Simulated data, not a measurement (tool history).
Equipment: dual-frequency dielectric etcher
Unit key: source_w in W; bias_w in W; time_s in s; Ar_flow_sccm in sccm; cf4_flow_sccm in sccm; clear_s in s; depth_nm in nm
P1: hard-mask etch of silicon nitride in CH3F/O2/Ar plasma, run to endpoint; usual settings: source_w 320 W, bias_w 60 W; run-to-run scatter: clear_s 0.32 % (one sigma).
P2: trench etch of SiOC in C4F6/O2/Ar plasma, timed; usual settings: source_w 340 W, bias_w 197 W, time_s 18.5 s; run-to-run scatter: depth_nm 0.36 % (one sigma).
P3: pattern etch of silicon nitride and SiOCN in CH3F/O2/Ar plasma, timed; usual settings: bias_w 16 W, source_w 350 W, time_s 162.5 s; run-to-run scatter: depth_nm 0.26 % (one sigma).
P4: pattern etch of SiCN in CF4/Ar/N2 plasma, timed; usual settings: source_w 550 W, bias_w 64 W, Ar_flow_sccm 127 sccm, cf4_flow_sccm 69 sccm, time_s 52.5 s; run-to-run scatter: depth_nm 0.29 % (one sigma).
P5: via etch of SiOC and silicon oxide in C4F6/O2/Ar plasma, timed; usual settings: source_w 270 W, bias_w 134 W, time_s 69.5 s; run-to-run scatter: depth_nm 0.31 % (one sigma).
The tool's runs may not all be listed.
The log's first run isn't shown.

run,day,process,source_w,bias_w,time_s,Ar_flow_sccm,cf4_flow_sccm,clear_s,depth_nm
2,0.817,P1,320,60,,,,79.270,
3,1.196,P5,160,134,69.5,,,,50.985
4,1.542,P4,550,64,52.5,75,69,,52.620
5,2.046,P1,320,60,,,,78.788,
6,2.425,P4,550,64,68.0,127,69,,62.956
7,2.708,P1,320,60,,,,79.559,
8,3.125,P1,320,39,,,,91.083,
9,3.396,P3,460,16,162.5,,,,19.616
10,3.675,P2,270,197,18.5,,,,33.586
11,4.096,P2,340,197,25.5,,,,50.205
12,4.471,P3,350,11,162.5,,,,15.296
13,4.988,P1,320,85,,,,70.130,
14,5.483,P2,340,197,18.5,,,,36.296
15,5.742,P3,350,16,162.5,,,,17.717
16,6.267,P1,320,60,,,,79.206,
17,6.800,P4,550,64,52.5,127,69,,48.419
# day 6.879: wet clean of the chamber
18,7.100,P5,270,188,69.5,,,,69.786
19,7.521,P5,270,134,39.5,,,,35.595
20,7.796,P2,340,121,18.5,,,,31.439
21,8.342,P3,350,16,98.5,,,,10.733
22,8.804,P5,270,134,69.5,,,,62.800
23,9.250,P1,380,81,,,,66.887,
24,9.738,P1,440,73,,,,65.548,
25,9.992,P4,550,64,52.5,127,69,,48.190
26,10.325,P1,320,60,,,,79.771,

Expected results for the next run?
27,10.854,P1,250,60,,,,?,

Run 27 produced clear_s 87.693 s.

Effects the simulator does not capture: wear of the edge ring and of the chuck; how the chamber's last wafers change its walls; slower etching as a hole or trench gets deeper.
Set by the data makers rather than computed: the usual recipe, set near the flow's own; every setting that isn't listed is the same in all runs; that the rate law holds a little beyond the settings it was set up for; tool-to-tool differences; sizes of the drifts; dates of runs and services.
